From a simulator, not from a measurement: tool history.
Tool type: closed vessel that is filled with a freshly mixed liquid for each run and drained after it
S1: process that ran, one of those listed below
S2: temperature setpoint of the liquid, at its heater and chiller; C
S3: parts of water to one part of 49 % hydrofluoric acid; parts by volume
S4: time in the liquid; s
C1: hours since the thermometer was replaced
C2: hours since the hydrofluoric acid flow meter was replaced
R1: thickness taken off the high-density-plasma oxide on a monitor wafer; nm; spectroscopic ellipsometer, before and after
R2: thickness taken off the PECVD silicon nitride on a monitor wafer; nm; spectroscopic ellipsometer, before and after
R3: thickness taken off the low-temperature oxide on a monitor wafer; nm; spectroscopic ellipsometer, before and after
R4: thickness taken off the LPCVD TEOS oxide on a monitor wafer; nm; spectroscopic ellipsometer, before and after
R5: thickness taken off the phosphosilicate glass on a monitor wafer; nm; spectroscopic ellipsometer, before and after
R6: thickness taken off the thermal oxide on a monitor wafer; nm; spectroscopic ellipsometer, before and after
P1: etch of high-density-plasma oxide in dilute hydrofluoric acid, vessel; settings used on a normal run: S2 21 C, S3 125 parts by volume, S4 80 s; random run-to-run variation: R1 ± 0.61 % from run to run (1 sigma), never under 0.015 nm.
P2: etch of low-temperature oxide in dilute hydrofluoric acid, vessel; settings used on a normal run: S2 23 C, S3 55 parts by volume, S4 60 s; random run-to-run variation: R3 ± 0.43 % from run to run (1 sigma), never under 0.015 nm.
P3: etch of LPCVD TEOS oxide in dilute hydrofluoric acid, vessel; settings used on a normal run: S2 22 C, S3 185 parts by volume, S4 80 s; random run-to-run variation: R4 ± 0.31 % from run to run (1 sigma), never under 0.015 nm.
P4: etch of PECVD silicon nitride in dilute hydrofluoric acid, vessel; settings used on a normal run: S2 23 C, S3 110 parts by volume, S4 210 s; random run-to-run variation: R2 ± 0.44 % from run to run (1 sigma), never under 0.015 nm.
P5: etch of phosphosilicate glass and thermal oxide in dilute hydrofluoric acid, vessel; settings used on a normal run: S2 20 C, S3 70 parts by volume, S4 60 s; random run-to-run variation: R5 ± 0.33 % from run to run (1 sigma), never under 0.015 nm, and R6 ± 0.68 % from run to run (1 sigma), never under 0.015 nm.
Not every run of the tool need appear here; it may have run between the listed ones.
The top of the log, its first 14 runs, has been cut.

run    day  S1  S2   S3   S4     C1     C2       R1  R2      R3      R4      R5       R6
 15  3.492  P2  23   55   60  257.8  543.4               30.772
 16  3.804  P1  21  125   80  265.3  550.9   4.4028
 17  4.079  P1  21   45   80  271.9  557.5  13.4030
 18  4.242  P3  22   35   80  275.8  561.4                       68.253
 19  4.504  P2  23  105   60  282.1  567.7               15.117
     4.596  -- hydrofluoric acid flow meter replaced
 20  4.717  P3  22  185  130  287.2    2.9                       17.598
 21  4.983  P1  21  205   80  293.6    9.3   2.4791
 22  5.196  P1  21  125   30  298.7   14.4   1.6719
 23  5.533  P5  20   20   60  306.8   22.5                               485.72  13.9960
 24  5.796  P5  17   70   60  313.1   28.8                               114.85   3.3382

Expected results for the next run?
 25  5.946  P4  23  110  30  316.7  32.4       ?

{"run 25": {"R2": 0.72196}}

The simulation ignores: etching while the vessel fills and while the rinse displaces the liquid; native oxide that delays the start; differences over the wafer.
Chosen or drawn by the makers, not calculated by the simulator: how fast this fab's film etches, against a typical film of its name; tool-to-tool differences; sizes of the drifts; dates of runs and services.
